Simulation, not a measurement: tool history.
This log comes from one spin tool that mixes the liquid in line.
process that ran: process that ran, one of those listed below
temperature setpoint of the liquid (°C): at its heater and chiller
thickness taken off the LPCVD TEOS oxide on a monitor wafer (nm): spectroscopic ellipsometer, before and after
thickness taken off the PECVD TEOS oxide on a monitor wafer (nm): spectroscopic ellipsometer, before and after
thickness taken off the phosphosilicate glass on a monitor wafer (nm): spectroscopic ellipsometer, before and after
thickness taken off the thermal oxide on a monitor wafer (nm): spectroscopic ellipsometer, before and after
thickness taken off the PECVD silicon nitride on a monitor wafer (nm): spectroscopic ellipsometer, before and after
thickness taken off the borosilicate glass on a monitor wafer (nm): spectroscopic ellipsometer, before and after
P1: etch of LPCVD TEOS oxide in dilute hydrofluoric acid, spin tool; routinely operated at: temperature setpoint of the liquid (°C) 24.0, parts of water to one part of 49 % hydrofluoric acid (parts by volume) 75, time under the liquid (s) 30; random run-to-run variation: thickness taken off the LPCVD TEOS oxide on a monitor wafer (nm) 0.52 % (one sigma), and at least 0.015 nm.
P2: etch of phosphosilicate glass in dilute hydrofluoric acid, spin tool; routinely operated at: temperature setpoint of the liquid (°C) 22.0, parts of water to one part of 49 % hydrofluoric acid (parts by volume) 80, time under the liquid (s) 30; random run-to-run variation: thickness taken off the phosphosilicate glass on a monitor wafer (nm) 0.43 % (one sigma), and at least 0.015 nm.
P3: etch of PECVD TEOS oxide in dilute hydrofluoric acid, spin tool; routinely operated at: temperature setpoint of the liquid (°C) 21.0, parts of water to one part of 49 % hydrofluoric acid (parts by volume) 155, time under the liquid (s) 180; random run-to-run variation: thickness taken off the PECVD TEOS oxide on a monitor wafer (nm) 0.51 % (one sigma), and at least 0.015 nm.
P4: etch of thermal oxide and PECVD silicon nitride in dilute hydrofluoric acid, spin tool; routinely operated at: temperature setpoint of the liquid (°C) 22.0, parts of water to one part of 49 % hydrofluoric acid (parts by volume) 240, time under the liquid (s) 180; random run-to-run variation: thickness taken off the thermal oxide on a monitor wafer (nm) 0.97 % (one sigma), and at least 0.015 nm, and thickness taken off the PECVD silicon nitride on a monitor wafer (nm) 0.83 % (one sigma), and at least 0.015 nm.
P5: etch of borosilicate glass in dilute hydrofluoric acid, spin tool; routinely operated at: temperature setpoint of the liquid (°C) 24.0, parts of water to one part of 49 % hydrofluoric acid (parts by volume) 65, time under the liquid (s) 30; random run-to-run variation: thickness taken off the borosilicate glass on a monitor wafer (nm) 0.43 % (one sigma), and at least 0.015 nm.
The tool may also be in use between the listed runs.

| run | hour | process that ran | temperature setpoint of the liquid (°C) | parts of water to one part of 49 % hydrofluoric acid (parts by volume) | time under the liquid (s) | hours since the thermometer was replaced | hours since the hydrofluoric acid flow meter was replaced | thickness taken off the LPCVD TEOS oxide on a monitor wafer (nm) | thickness taken off the PECVD TEOS oxide on a monitor wafer (nm) | thickness taken off the phosphosilicate glass on a monitor wafer (nm) | thickness taken off the thermal oxide on a monitor wafer (nm) | thickness taken off the PECVD silicon nitride on a monitor wafer (nm) | thickness taken off the borosilicate glass on a monitor wafer (nm) |
|---|---|---|---|---|---|---|---|---|---|---|---|---|---|
| 1 | 8.6 | P1 | 24.0 | 75 | 30 | 891.8 | 1098.6 | 17.9090 |  |  |  |  |  |
| 2 | 16.1 | P1 | 24.0 | 75 | 30 | 899.3 | 1106.1 | 17.9630 |  |  |  |  |  |
| 3 | 22.0 | P1 | 28.0 | 75 | 15 | 905.2 | 1112.0 | 10.5960 |  |  |  |  |  |
| 4 | 28.1 | P3 | 21.0 | 220 | 180 | 911.3 | 1118.1 |  | 17.7030 |  |  |  |  |
| 5 | 33.5 | P2 | 22.0 | 80 | 15 | 916.7 | 1123.5 |  |  | 34.672 |  |  |  |
| 6 | 37.9 | P1 | 24.0 | 75 | 30 | 921.1 | 1127.9 | 18.0580 |  |  |  |  |  |
| 7 | 42.7 | P4 | 22.0 | 240 | 95 | 925.9 | 1132.7 |  |  |  | 1.4872 | 1.3137 |  |
| 8 | 49.2 | P1 | 24.0 | 75 | 30 | 932.4 | 1139.2 | 18.0390 |  |  |  |  |  |
| 9 | 54.5 | P4 | 22.0 | 400 | 180 | 937.7 | 1144.5 |  |  |  | 1.4696 | 1.5034 |  |
| 10 | 61.9 | P2 | 22.0 | 80 | 30 | 945.1 | 1151.9 |  |  | 68.276 |  |  |  |
| 11 | 67.6 | P5 | 18.5 | 65 | 30 | 950.8 | 1157.6 |  |  |  |  |  | 11.476 |
| 12 | 74.1 | P4 | 22.0 | 240 | 180 | 957.3 | 1164.1 |  |  |  | 2.8642 | 2.5164 |  |
| 13 | 81.6 | P3 | 21.0 | 155 | 40 | 964.8 | 1171.6 |  | 5.9756 |  |  |  |  |
| 14 | 86.8 | P5 | 24.0 | 40 | 30 | 970.0 | 1176.8 |  |  |  |  |  | 24.145 |
| 15 | 92.7 | P5 | 24.0 | 65 | 30 | 975.9 | 1182.7 |  |  |  |  |  | 14.402 |
| 16 | 97.6 | P1 | 24.0 | 20 | 30 | 980.8 | 1187.6 | 72.1920 |  |  |  |  |  |
| 17 | 105.9 | P2 | 22.0 | 115 | 30 | 989.1 | 1195.9 |  |  | 46.271 |  |  |  |
| 18 | 111.3 | P3 | 21.0 | 155 | 180 | 994.5 | 1201.3 |  | 26.9550 |  |  |  |  |
| 19 | 116.3 | P5 | 24.0 | 65 | 50 | 999.5 | 1206.3 |  |  |  |  |  | 23.987 |
| 20 | 122.6 | P4 | 22.0 | 240 | 180 | 1005.8 | 1212.6 |  |  |  | 2.8521 | 2.4691 |  |
| 21 | 129.2 | P2 | 27.5 | 80 | 30 | 1012.4 | 1219.2 |  |  | 85.782 |  |  |  |
| 22 | 134.0 | P3 | 21.0 | 155 | 180 | 1017.2 | 1224.0 |  | 26.7040 |  |  |  |  |
| 23 | 140.7 | P3 | 17.0 | 155 | 180 | 1023.9 | 1230.7 |  | 22.8490 |  |  |  |  |
| 24 | 146.5 | P1 | 24.0 | 75 | 15 | 1029.7 | 1236.5 | 8.9752 |  |  |  |  |  |
| 25 | 151.8 | P5 | 24.0 | 65 | 30 | 1035.0 | 1241.8 |  |  |  |  |  | 14.457 |
| 26 | 159.6 | P1 | 24.0 | 130 | 30 | 1042.8 | 1249.6 | 9.7154 |  |  |  |  |  |
| 27 | 164.1 | P4 | 29.0 | 240 | 180 | 1047.3 | 1254.1 |  |  |  | 3.7352 | 3.8808 |  |
| 28 | 168.6 | P1 | 24.0 | 75 | 30 | 1051.8 | 1258.6 | 18.0000 |  |  |  |  |  |
| 29 | 173.2 | P1 | 24.0 | 75 | 30 | 1056.4 | 1263.2 | 18.0480 |  |  |  |  |  |
| 30 | 181.4 | P1 | 17.0 | 75 | 30 | 1064.6 | 1271.4 | 13.4850 |  |  |  |  |  |
| 31 | 188.9 | P1 | 30.5 | 75 | 30 | 1072.1 | 1278.9 | 23.2040 |  |  |  |  |  |
| 32 | 196.7 | P1 | 24.0 | 75 | 50 | 1079.9 | 1286.7 | 30.0780 |  |  |  |  |  |
| 33 | 203.5 | P2 | 22.0 | 80 | 30 | 1086.7 | 1293.5 |  |  | 68.793 |  |  |  |
| 34 | 210.3 | P1 | 24.0 | 75 | 30 | 1093.5 | 1300.3 | 18.1430 |  |  |  |  |  |
| 35 | 214.9 | P1 | 24.0 | 75 | 30 | 1098.1 | 1304.9 | 17.3320 |  |  |  |  |  |
| 36 | 218.9 | P1 | 24.0 | 75 | 30 | 1102.1 | 1308.9 | 16.7950 |  |  |  |  |  |
| 37 | 223.6 | P1 | 24.0 | 75 | 30 | 1106.8 | 1313.6 | 16.6200 |  |  |  |  |  |
| 38 | 228.3 | P1 | 24.0 | 75 | 30 | 1111.5 | 1318.3 | 16.4640 |  |  |  |  |  |
| 39 | 235.7 | P1 | 24.0 | 75 | 30 | 1118.9 | 1325.7 | 16.5600 |  |  |  |  |  |
| 40 | 241.7 | P1 | 24.0 | 75 | 30 | 1124.9 | 1331.7 | 16.3080 |  |  |  |  |  |

Something has made what P1 gives creep away from where it was; the 2 causes below, each at its own stated size, fit the log equally well:
A: liquid colder than its thermometer reads (K) = 2.4
B: hydrofluoric acid flow below the setpoint (%) = 8.51
Creep in the process output first set in at about hour 210.3.

Below are 4 check runs, each averaged over 2 wafers, with their results shown as question marks. Which of them would give clearly different results depending on which cause is behind the drift?
| check 1 | 247.7 | P5 | 24.0 | 65 | 30 |  |  |  |  |  |  |  | ? |
| check 2 | 247.7 | P2 | 22.0 | 80 | 30 |  |  |  |  | ? |  |  |  |
| check 3 | 247.7 | P4 | 22.0 | 240 | 180 |  |  |  |  |  | ? | ? |  |
| check 4 | 247.7 | P3 | 21.0 | 155 | 180 |  |  |  | ? |  |  |  |  |

Expected result of each check under each candidate cause:
| check | result | if A | if B |
|---|---|---|---|
| check 1 | thickness taken off the borosilicate glass on a monitor wafer (nm) | 13.056 | 13.079 |
| check 2 | thickness taken off the phosphosilicate glass on a monitor wafer (nm) | 62.355 | 62.438 |
| check 3 | thickness taken off the thermal oxide on a monitor wafer (nm) | 2.6103 | 2.5562 |
| check 3 | thickness taken off the PECVD silicon nitride on a monitor wafer (nm) | 2.1475 | 2.2966 |
| check 4 | thickness taken off the PECVD TEOS oxide on a monitor wafer (nm) | 24.3510 | 24.1400 |
Gap, in per cent, between the two causes that each check separates least, read from the result that separates them most: check 1 0.18 %; check 2 0.13 %; check 3 6.71 %; check 4 0.87 %
Only check 3 tells the causes apart: in the others they would give nearly the same result.

Here is what check 3 returned: thickness taken off the thermal oxide on a monitor wafer (nm) 2.5417; thickness taken off the PECVD silicon nitride on a monitor wafer (nm) 2.2876. Which cause is it?

Of the candidate causes, it is B: hydrofluoric acid flow below the setpoint (%).

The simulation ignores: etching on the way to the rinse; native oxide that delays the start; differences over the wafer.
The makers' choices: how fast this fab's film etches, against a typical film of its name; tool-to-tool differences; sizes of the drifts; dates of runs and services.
